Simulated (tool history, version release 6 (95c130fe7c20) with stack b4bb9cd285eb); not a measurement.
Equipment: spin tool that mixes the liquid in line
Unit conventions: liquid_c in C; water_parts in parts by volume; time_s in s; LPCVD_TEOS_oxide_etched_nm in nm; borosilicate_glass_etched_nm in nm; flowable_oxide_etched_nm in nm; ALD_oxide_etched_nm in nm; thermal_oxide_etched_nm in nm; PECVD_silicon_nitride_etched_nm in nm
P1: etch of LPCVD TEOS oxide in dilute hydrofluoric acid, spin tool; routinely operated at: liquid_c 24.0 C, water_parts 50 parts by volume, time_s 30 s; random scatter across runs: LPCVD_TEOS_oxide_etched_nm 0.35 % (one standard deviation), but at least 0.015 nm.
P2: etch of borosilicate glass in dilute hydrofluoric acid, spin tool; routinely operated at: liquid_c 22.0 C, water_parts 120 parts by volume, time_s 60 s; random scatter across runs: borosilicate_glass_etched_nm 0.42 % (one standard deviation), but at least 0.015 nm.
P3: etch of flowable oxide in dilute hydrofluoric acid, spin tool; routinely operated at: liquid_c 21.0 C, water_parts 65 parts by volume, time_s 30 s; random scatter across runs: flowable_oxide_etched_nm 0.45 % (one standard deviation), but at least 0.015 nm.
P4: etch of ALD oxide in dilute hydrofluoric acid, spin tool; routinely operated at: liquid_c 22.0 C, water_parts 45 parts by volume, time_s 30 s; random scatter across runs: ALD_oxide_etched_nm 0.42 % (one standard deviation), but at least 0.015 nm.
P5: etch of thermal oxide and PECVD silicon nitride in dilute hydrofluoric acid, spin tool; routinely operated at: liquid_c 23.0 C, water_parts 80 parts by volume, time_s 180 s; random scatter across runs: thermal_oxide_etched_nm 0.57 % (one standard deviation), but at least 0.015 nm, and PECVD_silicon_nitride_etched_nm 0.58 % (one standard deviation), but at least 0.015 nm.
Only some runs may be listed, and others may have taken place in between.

run	hour	process	liquid_c	water_parts	time_s	hours since the thermometer was replaced	hours since the hydrofluoric acid flow meter was replaced	LPCVD_TEOS_oxide_etched_nm	borosilicate_glass_etched_nm	flowable_oxide_etched_nm	ALD_oxide_etched_nm	thermal_oxide_etched_nm	PECVD_silicon_nitride_etched_nm
1	9.1	P1	24.0	50	30	1249.1	1039.3	21.4830					
2	16.4	P2	18.5	120	60	1256.4	1046.6		18.4790				
3	24.7	P3	21.0	105	30	1264.7	1054.9			9.4612			
4	34.6	P4	27.0	45	30	1274.6	1064.8				11.8680		
5	42.1	P1	30.0	50	30	1282.1	1072.3	27.0850					
6	49.3	P1	24.0	50	55	1289.3	1079.5	39.3430					
7	54.0	P2	22.0	35	60	1294.0	1084.2		80.5810				
8	61.8	P1	24.0	50	30	1301.8	1092.0	21.3740					
9	70.4	P4	22.0	75	30	1310.4	1100.6				5.5405		
10	75.1	P1	24.0	75	30	1315.1	1105.3	13.8040					
11	81.6	P3	21.0	65	30	1321.6	1111.8			15.8300			
12	90.7	P1	24.0	50	30	1330.7	1120.9	21.3440					
# hour 91.5: hydrofluoric acid flow meter replaced
13	95.8	P4	22.0	45	30	1335.8	4.4				9.6594		
14	101.7	P1	29.0	50	45	1341.7	10.3	39.3670					
15	109.3	P5	23.0	80	180	1349.3	17.9					10.510	4.2952
16	115.1	P5	23.0	80	260	1355.1	23.7					15.193	6.2148
17	124.6	P3	17.0	65	30	1364.6	33.2			13.3680			
18	130.5	P5	27.5	80	180	1370.5	39.1					12.564	5.7862
19	136.8	P2	22.0	120	15	1376.8	45.4		5.2826				
20	144.5	P1	24.0	50	15	1384.5	53.1	10.6840					
21	152.9	P1	24.0	20	30	1392.9	61.5	55.6170					
22	160.8	P1	24.0	50	30	1400.8	69.4	21.5230					
23	170.3	P3	21.0	65	15	1410.3	78.9			7.9468			
24	179.9	P5	23.0	80	180	1419.9	88.5					10.456	4.3137
25	189.3	P5	23.0	45	180	1429.3	97.9					19.490	7.5640
26	195.5	P1	24.0	75	15	1435.5	104.1	6.9427					
27	200.0	P4	22.0	45	45	1440.0	108.6				14.4610		
28	208.5	P2	22.0	120	60	1448.5	117.1		21.3600				
29	218.6	P1	17.0	50	30	1458.6	127.2	15.9130					
30	227.8	P1	24.0	50	30	1467.8	136.4	21.3600					
31	235.1	P1	24.0	50	30	1475.1	143.7	21.9710					
32	240.9	P1	24.0	50	30	1480.9	149.5	22.5350					
33	247.1	P1	24.0	50	30	1487.1	155.7	22.7090					
34	254.4	P1	24.0	50	30	1494.4	163.0	22.8680					
35	264.1	P1	24.0	50	30	1504.1	172.7	23.0220					
36	270.4	P1	24.0	50	30	1510.4	179.0	23.2330					
37	278.0	P1	24.0	50	30	1518.0	186.6	23.1070					
38	286.6	P1	24.0	50	30	1526.6	195.2	23.3320					

The log shows P1 creeping away from where it was. Any of the 2 causes listed here, at the size stated for it, fits the log just as well as the others:
A: liquid hotter than its thermometer reads (K) = 1.98
B: hydrofluoric acid flow above the setpoint (%) = 7.89
The drift started at roughly hour 227.8.

Listed below are the offered check runs, one wafer per run, with question marks in place of results. For which of them would the causes give clearly different outcomes?
check 1	295.2	P2	22.0	120	60				?				
check 2	295.2	P4	22.0	45	30						?		
check 3	295.2	P5	23.0	80	180							?	?
check 4	295.2	P3	21.0	65	30					?			

Outcome of each check run for each possible cause:
check	result	if A	if B
check 1	borosilicate_glass_etched_nm	23.0030	23.1870
check 2	ALD_oxide_etched_nm	10.4430	10.4180
check 3	thermal_oxide_etched_nm	11.371	11.412
check 3	PECVD_silicon_nitride_etched_nm	4.9067	4.6345
check 4	flowable_oxide_etched_nm	17.2690	17.2650
Distance between the nearest two causes, measured in the result of the check that separates them most: check 1 0.8 %; check 2 0.24 %; check 3 5.71 %; check 4 0.02 %
The other checks would show nearly matching results whichever cause is true, so check 3 is the only one that separates the causes.

Check 3 was carried out, with these results: thermal_oxide_etched_nm 11.287 nm; PECVD_silicon_nitride_etched_nm 4.8478 nm. Which of the listed causes is responsible?

Of the candidate causes, it is A: liquid hotter than its thermometer reads (K).
